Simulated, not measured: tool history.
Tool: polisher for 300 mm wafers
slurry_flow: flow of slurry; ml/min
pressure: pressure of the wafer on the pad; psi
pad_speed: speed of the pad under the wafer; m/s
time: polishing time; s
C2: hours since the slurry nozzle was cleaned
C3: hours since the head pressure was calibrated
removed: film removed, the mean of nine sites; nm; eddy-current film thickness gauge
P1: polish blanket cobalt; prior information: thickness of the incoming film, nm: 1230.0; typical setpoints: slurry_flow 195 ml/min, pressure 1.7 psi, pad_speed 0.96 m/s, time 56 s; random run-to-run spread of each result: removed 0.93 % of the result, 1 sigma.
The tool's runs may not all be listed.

Run 1, hour 7.4: slurry_flow 195 ml/min, pressure 1.7 psi, pad_speed 0.96 m/s, time 56 s; wafers polished on this pad 372; C2 198.1; C3 612.1. Result: removed 272 nm.
Run 2, hour 13.8: slurry_flow 195 ml/min, pressure 1.7 psi, pad_speed 1.34 m/s, time 56 s; wafers polished on this pad 415; C2 204.5; C3 618.5. Result: removed 374.6 nm.
Run 3, hour 19.1: slurry_flow 195 ml/min, pressure 1.7 psi, pad_speed 0.96 m/s, time 56 s; wafers polished on this pad 451; C2 209.8; C3 623.8. Result: removed 271.62 nm.
Run 4, hour 23.6: slurry_flow 195 ml/min, pressure 1.7 psi, pad_speed 0.52 m/s, time 56 s; wafers polished on this pad 482; C2 214.3; C3 628.3. Result: removed 148.12 nm.
Run 5, hour 28: slurry_flow 195 ml/min, pressure 2.4 psi, pad_speed 1.26 m/s, time 56 s; wafers polished on this pad 511; C2 218.7; C3 632.7. Result: removed 501.25 nm.
Run 6, hour 34.3: slurry_flow 195 ml/min, pressure 1.7 psi, pad_speed 0.96 m/s, time 56 s; wafers polished on this pad 554; C2 225; C3 639. Result: removed 267.19 nm.
Run 7, hour 39.3: slurry_flow 115 ml/min, pressure 1.7 psi, pad_speed 0.96 m/s, time 56 s; wafers polished on this pad 588; C2 230; C3 644. Result: removed 252.96 nm.
Run 8, hour 47.4: slurry_flow 270 ml/min, pressure 1.7 psi, pad_speed 0.96 m/s, time 56 s; wafers polished on this pad 642; C2 238.1; C3 652.1. Result: removed 283.92 nm.
Run 9, hour 52.1: slurry_flow 195 ml/min, pressure 1.7 psi, pad_speed 0.96 m/s, time 39 s; wafers polished on this pad 674; C2 242.8; C3 656.8. Result: removed 190.78 nm.
Run 10, hour 60.4: slurry_flow 195 ml/min, pressure 1.7 psi, pad_speed 0.96 m/s, time 56 s; wafers polished on this pad 730; C2 251.1; C3 665.1. Result: removed 274.7 nm.
Run 11, hour 66.4: slurry_flow 195 ml/min, pressure 1.1 psi, pad_speed 0.96 m/s, time 56 s; wafers polished on this pad 771; C2 257.1; C3 671.1. Result: removed 176 nm.
Run 12, hour 71.1: slurry_flow 195 ml/min, pressure 1.7 psi, pad_speed 0.96 m/s, time 56 s; wafers polished on this pad 803; C2 261.8; C3 675.8. Result: removed 273.22 nm.
Run 13, hour 79: slurry_flow 195 ml/min, pressure 1.7 psi, pad_speed 0.96 m/s, time 82 s; wafers polished on this pad 856; C2 269.7; C3 683.7. Result: removed 399.76 nm.
Run 14, hour 84.4: slurry_flow 195 ml/min, pressure 2.7 psi, pad_speed 0.96 m/s, time 56 s; wafers polished on this pad 892; C2 275.1; C3 689.1. Result: removed 439.45 nm.
Run 15, hour 89.8: slurry_flow 260 ml/min, pressure 1.7 psi, pad_speed 1.38 m/s, time 56 s; wafers polished on this pad 929; C2 280.5; C3 694.5. Result: removed 408.72 nm.
Run 16, hour 98.7: slurry_flow 195 ml/min, pressure 1.7 psi, pad_speed 0.54 m/s, time 88 s; wafers polished on this pad 989; C2 289.4; C3 703.4. Result: removed 240.38 nm.
Run 17, hour 103.3: slurry_flow 195 ml/min, pressure 1.7 psi, pad_speed 0.96 m/s, time 56 s; wafers polished on this pad 1020; C2 294; C3 708. Result: removed 271.34 nm.
Run 18, hour 107.2: slurry_flow 195 ml/min, pressure 1.7 psi, pad_speed 0.96 m/s, time 56 s; wafers polished on this pad 1047; C2 297.9; C3 711.9. Result: removed 270.05 nm.
Run 19, hour 113.9: slurry_flow 195 ml/min, pressure 1.7 psi, pad_speed 0.96 m/s, time 56 s; wafers polished on this pad 1092; C2 304.6; C3 718.6. Result: removed 260.24 nm.
Run 20, hour 122.6: slurry_flow 195 ml/min, pressure 1.7 psi, pad_speed 0.96 m/s, time 56 s; wafers polished on this pad 1151; C2 313.3; C3 727.3. Result: removed 256.65 nm.

What will run 21 give?
Run 21, hour 128.1: slurry_flow 195 ml/min, pressure 1.7 psi, pad_speed 0.96 m/s, time 56 s; wafers polished on this pad 1188; C2 318.8; C3 732.8. Result: removed ?.

{"run 21": {"removed": 255.6}}

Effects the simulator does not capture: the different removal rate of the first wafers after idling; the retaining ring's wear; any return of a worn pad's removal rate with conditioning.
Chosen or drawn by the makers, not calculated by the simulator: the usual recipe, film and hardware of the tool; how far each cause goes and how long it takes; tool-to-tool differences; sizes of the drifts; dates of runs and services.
